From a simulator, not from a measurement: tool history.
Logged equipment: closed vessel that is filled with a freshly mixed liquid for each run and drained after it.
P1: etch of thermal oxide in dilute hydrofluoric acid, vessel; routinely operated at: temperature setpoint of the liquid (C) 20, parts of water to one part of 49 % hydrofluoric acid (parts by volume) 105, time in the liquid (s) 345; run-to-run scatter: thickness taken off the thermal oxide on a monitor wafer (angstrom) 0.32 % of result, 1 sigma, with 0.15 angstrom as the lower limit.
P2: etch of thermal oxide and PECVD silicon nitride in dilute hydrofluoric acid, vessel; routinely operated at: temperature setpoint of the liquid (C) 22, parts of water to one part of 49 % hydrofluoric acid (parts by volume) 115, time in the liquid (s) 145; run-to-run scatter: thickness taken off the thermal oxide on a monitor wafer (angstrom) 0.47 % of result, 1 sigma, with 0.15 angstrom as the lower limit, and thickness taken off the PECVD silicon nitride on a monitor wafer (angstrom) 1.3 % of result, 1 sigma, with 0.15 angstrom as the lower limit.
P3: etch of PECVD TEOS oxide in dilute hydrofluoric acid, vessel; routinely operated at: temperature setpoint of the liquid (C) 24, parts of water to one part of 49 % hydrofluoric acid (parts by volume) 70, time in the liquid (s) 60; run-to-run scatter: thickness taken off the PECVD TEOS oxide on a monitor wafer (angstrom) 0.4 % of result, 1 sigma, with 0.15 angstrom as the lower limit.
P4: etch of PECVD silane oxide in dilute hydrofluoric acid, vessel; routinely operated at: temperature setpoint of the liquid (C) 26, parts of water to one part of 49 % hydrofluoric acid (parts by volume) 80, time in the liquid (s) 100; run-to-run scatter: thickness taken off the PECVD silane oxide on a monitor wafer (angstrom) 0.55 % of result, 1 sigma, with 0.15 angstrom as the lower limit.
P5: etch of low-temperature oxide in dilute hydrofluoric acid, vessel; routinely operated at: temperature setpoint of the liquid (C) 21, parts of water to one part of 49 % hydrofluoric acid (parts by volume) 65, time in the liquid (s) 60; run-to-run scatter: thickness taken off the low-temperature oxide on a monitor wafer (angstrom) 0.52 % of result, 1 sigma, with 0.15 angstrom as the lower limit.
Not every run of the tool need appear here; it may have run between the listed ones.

run,day,process that ran,temperature setpoint of the liquid (C),parts of water to one part of 49 % hydrofluoric acid (parts by volume),time in the liquid (s),hours since the thermometer was replaced,hours since the hydrofluoric acid flow meter was replaced,thickness taken off the thermal oxide on a monitor wafer (angstrom),thickness taken off the PECVD silicon nitride on a monitor wafer (angstrom),thickness taken off the low-temperature oxide on a monitor wafer (angstrom),thickness taken off the PECVD silane oxide on a monitor wafer (angstrom),thickness taken off the PECVD TEOS oxide on a monitor wafer (angstrom)
1,0.388,P1,20,105,345,145.6,264.9,127.59,,,,
2,0.846,P1,20,105,345,156.6,275.9,128.41,,,,
3,1.329,P1,25,105,345,168.2,287.5,157.03,,,,
4,1.688,P2,22,115,30,176.8,296.1,11.76,4.1465,,,
5,2.325,P1,20,105,615,192.1,311.4,229.5,,,,
6,2.692,P5,17,65,60,200.9,320.2,,,251.13,,
7,3.033,P4,26,80,35,209.1,328.4,,,,145.03,
8,3.417,P3,19.5,70,60,218.3,337.6,,,,,129.4
9,4.05,P1,28,105,610,233.5,352.8,310.26,,,,
10,4.446,P4,26,140,100,243,362.3,,,,218.59,
11,5,P2,22,210,145,256.3,375.6,27.524,10.638,,,
12,5.517,P3,24,70,60,268.7,388,,,,,153.49
13,5.825,P2,17,115,145,276.1,395.4,45.26,13.98,,,
14,6.479,P1,20,175,345,291.8,411.1,71.774,,,,
15,7.162,P1,20,50,345,308.2,427.5,287.8,,,,
16,7.812,P1,20,105,345,323.8,443.1,127.76,,,,
17,8.129,P3,24,70,90,331.4,450.7,,,,,232.37
18,8.775,P3,24,70,60,346.9,466.2,,,,,154.19
19,9.112,P1,20,105,345,355,474.3,129.03,,,,
20,9.796,P5,21,65,30,371.4,490.7,,,147.07,,
21,10.238,P1,20,105,345,382,501.3,128.85,,,,
22,10.725,P1,17,105,345,393.7,513,114.23,,,,
23,11.408,P4,26,80,100,410.1,529.4,,,,417.79,
24,12.092,P3,24,130,60,426.5,545.8,,,,,77.448
25,12.767,P1,23.5,140,345,442.7,562,106.39,,,,
26,13.429,P4,30.5,80,100,458.6,577.9,,,,496.89,
27,14.088,P5,21,35,60,474.4,593.7,,,565.06,,
28,14.592,P2,22,115,145,486.5,605.8,55.799,18.708,,,
29,15.238,P1,20,105,90,502,621.3,33.845,,,,
30,15.592,P5,21,65,60,510.5,629.8,,,295.31,,
31,16.017,P1,20,105,345,520.7,640,129.45,,,,
32,16.679,P1,20,105,345,536.6,655.9,132.61,,,,
33,17.208,P1,20,105,345,549.3,668.6,135.39,,,,
34,17.767,P1,20,105,345,562.7,682,136.71,,,,
35,18.421,P1,20,105,345,578.4,697.7,137.67,,,,
36,18.733,P1,20,105,345,585.9,705.2,137.83,,,,
37,19.204,P1,20,105,345,597.2,716.5,138.04,,,,
38,19.688,P1,20,105,345,608.8,728.1,138.06,,,,
39,20.212,P1,20,105,345,621.4,740.7,138.81,,,,

What P1 gives has crept off from where it sat before. The 2 causes that follow fit the log equally well, each at the size noted:
A: liquid hotter than its thermometer reads (K) = 1.72
B: hydrofluoric acid flow above the setpoint (%) = 6.45
The creep began at about day 16.017.

Consider the 4 check runs below, whose results appear as question marks and each of which averages 5 wafers. Which one distinguishes the causes, in that each cause would give it a clearly different result?
check 1,20.738,P2,22,115,145,,,?,?,,,
check 2,20.738,P4,26,80,100,,,,,,?,
check 3,20.738,P5,21,65,60,,,,,?,,
check 4,20.738,P3,24,70,60,,,,,,,?

What every check run would give for each of its results, assuming each possible cause in turn:
check,result,if A,if B
check 1,thickness taken off the thermal oxide on a monitor wafer (angstrom),59.807,59.952
check 1,thickness taken off the PECVD silicon nitride on a monitor wafer (angstrom),21.618,20.517
check 2,thickness taken off the PECVD silane oxide on a monitor wafer (angstrom),444.55,445.24
check 3,thickness taken off the low-temperature oxide on a monitor wafer (angstrom),317.73,316.49
check 4,thickness taken off the PECVD TEOS oxide on a monitor wafer (angstrom),165.11,164.9
Separation of the two closest causes in each check, using whichever result separates them best: check 1 5.23 %; check 2 0.15 %; check 3 0.39 %; check 4 0.12 %
Check 1 tells the causes apart: in the others they would give nearly the same result.

Running check 1 produced the following: thickness taken off the thermal oxide on a monitor wafer (angstrom) 60.005; thickness taken off the PECVD silicon nitride on a monitor wafer (angstrom) 21.4. Which one of the listed causes fits?

A is the cause: liquid hotter than its thermometer reads (K).
